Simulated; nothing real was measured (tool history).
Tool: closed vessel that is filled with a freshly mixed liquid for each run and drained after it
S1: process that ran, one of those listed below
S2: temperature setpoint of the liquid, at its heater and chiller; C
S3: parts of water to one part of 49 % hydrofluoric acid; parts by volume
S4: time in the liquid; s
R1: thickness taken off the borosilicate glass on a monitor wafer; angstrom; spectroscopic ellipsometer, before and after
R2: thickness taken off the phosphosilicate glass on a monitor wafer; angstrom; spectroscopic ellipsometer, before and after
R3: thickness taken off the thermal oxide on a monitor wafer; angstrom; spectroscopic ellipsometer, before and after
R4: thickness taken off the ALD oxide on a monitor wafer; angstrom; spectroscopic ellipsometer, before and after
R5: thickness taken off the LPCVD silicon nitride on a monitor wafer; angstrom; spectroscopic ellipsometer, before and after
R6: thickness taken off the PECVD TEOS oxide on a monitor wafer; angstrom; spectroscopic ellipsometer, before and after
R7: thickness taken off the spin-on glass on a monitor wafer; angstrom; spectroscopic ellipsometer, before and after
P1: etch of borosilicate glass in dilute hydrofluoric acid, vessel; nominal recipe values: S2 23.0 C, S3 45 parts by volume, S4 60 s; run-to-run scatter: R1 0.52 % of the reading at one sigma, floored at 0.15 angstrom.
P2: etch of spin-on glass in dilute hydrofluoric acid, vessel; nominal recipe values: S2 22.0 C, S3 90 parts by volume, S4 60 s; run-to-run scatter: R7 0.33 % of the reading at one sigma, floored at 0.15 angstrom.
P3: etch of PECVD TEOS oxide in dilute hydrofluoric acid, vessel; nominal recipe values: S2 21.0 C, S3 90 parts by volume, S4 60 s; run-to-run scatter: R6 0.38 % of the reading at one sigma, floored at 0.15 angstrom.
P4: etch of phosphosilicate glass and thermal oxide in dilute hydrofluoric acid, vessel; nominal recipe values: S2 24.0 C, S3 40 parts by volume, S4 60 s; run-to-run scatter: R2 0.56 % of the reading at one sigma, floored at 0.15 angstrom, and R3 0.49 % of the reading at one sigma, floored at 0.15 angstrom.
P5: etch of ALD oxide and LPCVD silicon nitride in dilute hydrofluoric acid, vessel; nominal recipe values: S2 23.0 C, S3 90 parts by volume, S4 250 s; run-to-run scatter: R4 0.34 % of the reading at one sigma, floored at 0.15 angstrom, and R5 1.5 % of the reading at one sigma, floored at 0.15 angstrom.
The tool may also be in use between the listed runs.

| run | hour | S1 | S2 | S3 | S4 | R1 | R2 | R3 | R4 | R5 | R6 | R7 |
|---|---|---|---|---|---|---|---|---|---|---|---|---|
| 1 | 12.8 | P1 | 23.0 | 45 | 60 | 408.71 |  |  |  |  |  |  |
| 2 | 24.4 | P4 | 24.0 | 40 | 110 |  | 4158.5 | 138.980 |  |  |  |  |
| 3 | 34.5 | P5 | 23.0 | 90 | 125 |  |  |  | 135.43 | 7.4818 |  |  |
| 4 | 50.7 | P1 | 23.0 | 25 | 60 | 751.80 |  |  |  |  |  |  |
| 5 | 64.9 | P4 | 24.0 | 40 | 60 |  | 2271.3 | 75.453 |  |  |  |  |
| 6 | 80.9 | P1 | 23.0 | 45 | 30 | 202.91 |  |  |  |  |  |  |
| 7 | 91.9 | P4 | 31.0 | 40 | 60 |  | 3014.2 | 100.450 |  |  |  |  |
| 8 | 109.4 | P3 | 21.0 | 90 | 110 |  |  |  |  |  | 172.880 |  |
| 9 | 121.6 | P1 | 28.5 | 20 | 60 | 1192.60 |  |  |  |  |  |  |
| 10 | 133.6 | P5 | 19.5 | 90 | 250 |  |  |  | 232.48 | 11.2300 |  |  |
| 11 | 146.3 | P1 | 23.0 | 60 | 60 | 299.53 |  |  |  |  |  |  |
| 12 | 161.8 | P1 | 27.0 | 45 | 60 | 478.94 |  |  |  |  |  |  |
| 13 | 171.5 | P3 | 21.0 | 90 | 60 |  |  |  |  |  | 94.217 |  |
| 14 | 187.3 | P5 | 23.0 | 90 | 250 |  |  |  | 268.95 | 14.6600 |  |  |
| 15 | 197.8 | P4 | 24.0 | 25 | 60 |  | 3677.7 | 124.790 |  |  |  |  |
| 16 | 207.3 | P1 | 23.0 | 45 | 60 | 405.60 |  |  |  |  |  |  |
| 17 | 224.6 | P1 | 19.5 | 45 | 60 | 348.31 |  |  |  |  |  |  |
| 18 | 241.7 | P2 | 22.0 | 90 | 30 |  |  |  |  |  |  | 210.20 |
| 19 | 258.0 | P1 | 23.0 | 45 | 60 | 406.55 |  |  |  |  |  |  |
| 20 | 268.3 | P2 | 17.0 | 90 | 60 |  |  |  |  |  |  | 344.18 |
| 21 | 278.3 | P5 | 23.0 | 150 | 250 |  |  |  | 149.92 | 8.9259 |  |  |
| 22 | 291.6 | P1 | 23.0 | 45 | 100 | 681.47 |  |  |  |  |  |  |
| 23 | 305.3 | P2 | 22.0 | 90 | 60 |  |  |  |  |  |  | 422.64 |
| 24 | 320.6 | P1 | 17.0 | 20 | 60 | 725.51 |  |  |  |  |  |  |
| 25 | 328.6 | P3 | 17.0 | 90 | 60 |  |  |  |  |  | 79.601 |  |
| 26 | 345.0 | P3 | 21.0 | 35 | 60 |  |  |  |  |  | 257.780 |  |
| 27 | 354.5 | P2 | 22.0 | 45 | 60 |  |  |  |  |  |  | 891.88 |
| 28 | 371.1 | P1 | 23.0 | 45 | 60 | 406.96 |  |  |  |  |  |  |
| 29 | 381.6 | P2 | 22.0 | 90 | 60 |  |  |  |  |  |  | 423.56 |
| 30 | 395.8 | P1 | 23.0 | 45 | 60 | 409.78 |  |  |  |  |  |  |
| 31 | 412.1 | P1 | 23.0 | 45 | 60 | 423.78 |  |  |  |  |  |  |
| 32 | 420.2 | P1 | 23.0 | 45 | 60 | 430.27 |  |  |  |  |  |  |
| 33 | 434.6 | P1 | 23.0 | 45 | 60 | 433.74 |  |  |  |  |  |  |
| 34 | 445.4 | P1 | 23.0 | 45 | 60 | 438.53 |  |  |  |  |  |  |
| 35 | 461.2 | P1 | 23.0 | 45 | 60 | 441.82 |  |  |  |  |  |  |
| 36 | 472.2 | P1 | 23.0 | 45 | 60 | 443.30 |  |  |  |  |  |  |
| 37 | 484.4 | P1 | 23.0 | 45 | 60 | 446.69 |  |  |  |  |  |  |
| 38 | 494.5 | P1 | 23.0 | 45 | 60 | 447.86 |  |  |  |  |  |  |
| 39 | 512.1 | P1 | 23.0 | 45 | 60 | 444.85 |  |  |  |  |  |  |
| 40 | 520.2 | P1 | 23.0 | 45 | 60 | 443.70 |  |  |  |  |  |  |

What P1 gives has crept away from where it was. These 2 causes fit the log equally well, each at the size given:
A: liquid hotter than its thermometer reads (K) = 2.31
B: hydrofluoric acid flow above the setpoint (%) = 9.4
The creep began at about hour 395.8.

Which of the check runs below tells the causes apart, meaning the causes would give it clearly different results? Each run uses 5 wafers whose results are averaged, and each result is shown as a question mark.
| check 1 | 528.3 | P3 | 17.5 | 90 | 90 |  |  |  |  |  | ? |  |
| check 2 | 528.3 | P5 | 20.0 | 125 | 250 |  |  |  | ? | ? |  |  |
| check 3 | 528.3 | P2 | 18.5 | 90 | 35 |  |  |  |  |  |  | ? |
| check 4 | 528.3 | P4 | 30.0 | 40 | 110 |  | ? | ? |  |  |  |  |

Check results expected under each cause:
| check | result | if A | if B |
|---|---|---|---|
| check 1 | R6 | 134.540 | 134.740 |
| check 2 | R4 | 180.38 | 182.03 |
| check 2 | R5 | 10.0520 | 9.4040 |
| check 3 | R7 | 234.56 | 235.15 |
| check 4 | R2 | 5798.3 | 5824.9 |
| check 4 | R3 | 194.650 | 195.550 |
Per check, the gap between the least separated pair of causes, taken in the result that splits them most: check 1 0.15 %; check 2 6.66 %; check 3 0.25 %; check 4 0.46 %
Only check 2 tells the causes apart: in the others they would give nearly the same result.

Running check 2 produced the following: R4 181.81 angstrom; R5 9.4316 angstrom. Which one of the listed causes fits?

The correct cause is B, namely: hydrofluoric acid flow above the setpoint (%).
